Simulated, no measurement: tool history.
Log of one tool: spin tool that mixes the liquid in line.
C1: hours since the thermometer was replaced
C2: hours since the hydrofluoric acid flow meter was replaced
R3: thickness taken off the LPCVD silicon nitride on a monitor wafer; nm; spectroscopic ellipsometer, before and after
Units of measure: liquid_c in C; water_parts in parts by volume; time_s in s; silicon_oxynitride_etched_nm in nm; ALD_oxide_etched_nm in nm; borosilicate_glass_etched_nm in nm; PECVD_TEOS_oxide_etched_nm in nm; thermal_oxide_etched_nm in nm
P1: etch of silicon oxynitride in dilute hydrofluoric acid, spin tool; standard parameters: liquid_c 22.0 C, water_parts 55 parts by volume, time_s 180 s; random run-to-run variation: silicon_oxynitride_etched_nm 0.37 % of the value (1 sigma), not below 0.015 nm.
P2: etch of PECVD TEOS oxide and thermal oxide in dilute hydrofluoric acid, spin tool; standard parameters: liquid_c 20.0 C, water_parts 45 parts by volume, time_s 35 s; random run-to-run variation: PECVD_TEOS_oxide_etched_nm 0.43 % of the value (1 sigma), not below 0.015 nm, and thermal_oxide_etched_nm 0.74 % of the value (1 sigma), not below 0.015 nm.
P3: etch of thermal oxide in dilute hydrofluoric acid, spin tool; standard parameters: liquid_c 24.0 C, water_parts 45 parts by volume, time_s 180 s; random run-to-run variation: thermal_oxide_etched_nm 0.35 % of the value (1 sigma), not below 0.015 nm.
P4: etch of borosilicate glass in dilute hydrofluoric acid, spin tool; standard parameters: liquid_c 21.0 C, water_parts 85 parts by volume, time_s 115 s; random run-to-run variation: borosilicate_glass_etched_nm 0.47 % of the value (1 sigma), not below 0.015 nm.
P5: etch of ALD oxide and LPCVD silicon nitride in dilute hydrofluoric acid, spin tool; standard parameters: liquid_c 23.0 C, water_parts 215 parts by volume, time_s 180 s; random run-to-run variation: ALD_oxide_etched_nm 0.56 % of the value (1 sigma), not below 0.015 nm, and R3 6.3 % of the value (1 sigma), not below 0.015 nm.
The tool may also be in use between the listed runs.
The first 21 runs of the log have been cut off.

Run 22, hour 313.8: process P3, liquid_c 24.0 C, water_parts 45 parts by volume, time_s 15 s; C1 678.6; C2 418.5. Result: thermal_oxide_etched_nm 1.8099 nm.
Run 23, hour 327.6: process P1, liquid_c 22.0 C, water_parts 55 parts by volume, time_s 180 s; C1 692.4; C2 432.3. Result: silicon_oxynitride_etched_nm 6.2398 nm.
Run 24, hour 338.6: process P1, liquid_c 22.0 C, water_parts 20 parts by volume, time_s 90 s; C1 703.4; C2 443.3. Result: silicon_oxynitride_etched_nm 8.7599 nm.
Run 25, hour 349.0: process P3, liquid_c 24.0 C, water_parts 70 parts by volume, time_s 180 s; C1 713.8; C2 453.7. Result: thermal_oxide_etched_nm 13.4180 nm.
Run 26, hour 364.5: process P1, liquid_c 22.0 C, water_parts 20 parts by volume, time_s 180 s; C1 729.3; C2 469.2. Result: silicon_oxynitride_etched_nm 17.5120 nm.
Run 27, hour 377.5: process P5, liquid_c 23.0 C, water_parts 55 parts by volume, time_s 180 s; C1 742.3; C2 482.2. Result: ALD_oxide_etched_nm 55.847 nm, R3 1.56820 nm.
Run 28, hour 387.4: process P5, liquid_c 23.0 C, water_parts 215 parts by volume, time_s 360 s; C1 752.2; C2 492.1. Result: ALD_oxide_etched_nm 23.914 nm, R3 0.79952 nm.
Run 29, hour 406.4: process P2, liquid_c 20.0 C, water_parts 20 parts by volume, time_s 35 s; C1 771.2; C2 511.1. Result: PECVD_TEOS_oxide_etched_nm 23.538 nm, thermal_oxide_etched_nm 7.5439 nm.
Run 30, hour 419.5: process P4, liquid_c 21.0 C, water_parts 85 parts by volume, time_s 50 s; C1 784.3; C2 524.2. Result: borosilicate_glass_etched_nm 16.853 nm.
Run 31, hour 428.7: process P1, liquid_c 22.0 C, water_parts 55 parts by volume, time_s 180 s; C1 793.5; C2 533.4. Result: silicon_oxynitride_etched_nm 6.2250 nm.
Run 32, hour 440.7: process P4, liquid_c 28.0 C, water_parts 85 parts by volume, time_s 115 s; C1 805.5; C2 545.4. Result: borosilicate_glass_etched_nm 51.036 nm.
Run 33, hour 457.5: process P1, liquid_c 22.0 C, water_parts 90 parts by volume, time_s 180 s; C1 822.3; C2 562.2. Result: silicon_oxynitride_etched_nm 3.6903 nm.
Run 34, hour 475.5: process P5, liquid_c 23.0 C, water_parts 215 parts by volume, time_s 180 s; C1 840.3; C2 580.2. Result: ALD_oxide_etched_nm 11.996 nm, R3 0.39475 nm.

Estimate the outcome of run 35 from the log above:
Run 35, hour 489.7: process P1, liquid_c 22.0 C, water_parts 55 parts by volume, time_s 180 s; C1 854.5; C2 594.4. Result: silicon_oxynitride_etched_nm ?.

silicon_oxynitride_etched_nm: 6.2614 nm

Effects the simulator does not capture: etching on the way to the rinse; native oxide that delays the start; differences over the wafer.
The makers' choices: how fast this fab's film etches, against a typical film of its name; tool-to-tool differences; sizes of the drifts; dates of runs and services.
